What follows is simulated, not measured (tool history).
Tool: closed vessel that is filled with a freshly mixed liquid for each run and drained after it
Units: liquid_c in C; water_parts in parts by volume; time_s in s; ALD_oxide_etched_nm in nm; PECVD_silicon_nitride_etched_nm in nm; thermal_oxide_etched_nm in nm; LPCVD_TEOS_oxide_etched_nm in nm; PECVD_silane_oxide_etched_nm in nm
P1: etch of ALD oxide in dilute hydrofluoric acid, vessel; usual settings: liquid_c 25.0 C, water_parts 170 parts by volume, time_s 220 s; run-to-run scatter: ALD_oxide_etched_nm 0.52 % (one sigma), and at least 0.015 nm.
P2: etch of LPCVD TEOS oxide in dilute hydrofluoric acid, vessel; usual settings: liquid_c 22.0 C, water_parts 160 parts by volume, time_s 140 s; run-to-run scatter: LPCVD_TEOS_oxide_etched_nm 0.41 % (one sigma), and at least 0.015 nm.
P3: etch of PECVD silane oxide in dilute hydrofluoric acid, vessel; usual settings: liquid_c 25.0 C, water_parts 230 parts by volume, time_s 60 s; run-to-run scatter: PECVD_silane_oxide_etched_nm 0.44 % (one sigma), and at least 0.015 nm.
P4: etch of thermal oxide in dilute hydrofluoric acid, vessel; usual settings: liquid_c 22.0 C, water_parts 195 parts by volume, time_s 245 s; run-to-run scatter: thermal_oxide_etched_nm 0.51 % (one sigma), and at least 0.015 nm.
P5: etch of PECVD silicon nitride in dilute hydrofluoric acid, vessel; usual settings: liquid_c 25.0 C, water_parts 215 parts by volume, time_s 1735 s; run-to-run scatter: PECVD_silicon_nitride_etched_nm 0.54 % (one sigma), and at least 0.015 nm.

run,day,process,liquid_c,water_parts,time_s,hours since the thermometer was replaced,hours since the hydrofluoric acid flow meter was replaced,ALD_oxide_etched_nm,PECVD_silicon_nitride_etched_nm,thermal_oxide_etched_nm,LPCVD_TEOS_oxide_etched_nm,PECVD_silane_oxide_etched_nm
1,0.396,P1,25.0,170,220,299.7,1328.2,40.9030,,,,
2,0.825,P5,25.0,215,845,310.0,1338.5,,7.2818,,,
3,1.154,P4,17.0,195,245,317.9,1346.4,,,4.08700,,
4,1.567,P2,22.0,160,140,327.8,1356.3,,,,43.5900,
5,2.004,P1,32.0,170,220,338.3,1366.8,52.3840,,,,
6,2.296,P5,25.0,50,1735,345.3,1373.8,,63.9380,,,
7,2.617,P1,25.0,170,405,353.0,1381.5,75.9600,,,,
8,3.000,P3,25.0,230,60,362.2,1390.7,,,,,11.9410
9,3.354,P2,22.0,70,140,370.7,1399.2,,,,110.0200,
10,3.671,P1,25.0,170,220,378.3,1406.8,40.7120,,,,
11,3.946,P1,25.0,55,115,384.9,1413.4,75.6460,,,,
12,4.367,P1,25.0,170,220,395.0,1423.5,40.6440,,,,
13,4.562,P5,21.0,215,1735,399.7,1428.2,,11.6740,,,
14,4.750,P1,25.0,170,220,404.2,1432.7,40.7010,,,,
15,5.008,P4,22.0,195,245,410.4,1438.9,,,4.90330,,
16,5.275,P4,22.0,195,30,416.8,1445.3,,,0.62641,,
17,5.529,P2,28.5,160,140,422.9,1451.4,,,,55.0750,
18,5.871,P1,20.0,170,220,431.1,1459.6,33.4880,,,,
19,6.300,P3,25.0,370,60,441.4,1469.9,,,,,6.4469
20,6.558,P1,25.0,170,220,447.6,1476.1,40.5290,,,,
21,6.746,P3,25.0,230,105,452.1,1480.6,,,,,20.6690
22,7.104,P1,25.0,170,220,460.7,1489.2,40.6070,,,,
23,7.304,P4,22.0,275,245,465.5,1494.0,,,3.19370,,
24,7.567,P1,25.0,170,220,471.8,1500.3,40.6340,,,,
25,7.967,P3,25.0,230,60,481.4,1509.9,,,,,11.8420
26,8.342,P1,25.0,270,220,490.4,1518.9,23.0530,,,,
27,8.738,P3,21.0,230,60,499.9,1528.4,,,,,10.2520
28,9.033,P5,25.0,215,1735,507.0,1535.5,,14.7890,,,
29,9.396,P1,25.0,95,220,515.7,1544.2,79.3610,,,,
30,9.650,P1,20.5,170,45,521.8,1550.3,7.0301,,,,
31,9.921,P2,22.0,160,30,528.3,1556.8,,,,9.2246,
32,10.346,P1,25.0,170,80,538.5,1567.0,14.9140,,,,
33,10.671,P2,22.0,160,140,546.3,1574.8,,,,43.2230,
34,11.088,P1,25.0,170,220,556.3,1584.8,40.6320,,,,
35,11.371,P1,25.0,170,220,563.1,1591.6,39.3720,,,,
36,11.658,P1,25.0,170,220,570.0,1598.5,38.7250,,,,
37,11.950,P1,25.0,170,220,577.0,1605.5,38.4340,,,,
38,12.275,P1,25.0,170,220,584.8,1613.3,38.1860,,,,
39,12.479,P1,25.0,170,220,589.7,1618.2,38.3740,,,,

Run 40 comes next. What will it give?
40,12.721,P1,25.0,170,220,595.5,1624.0,?,,,,

ALD_oxide_etched_nm: 37.6840 nm
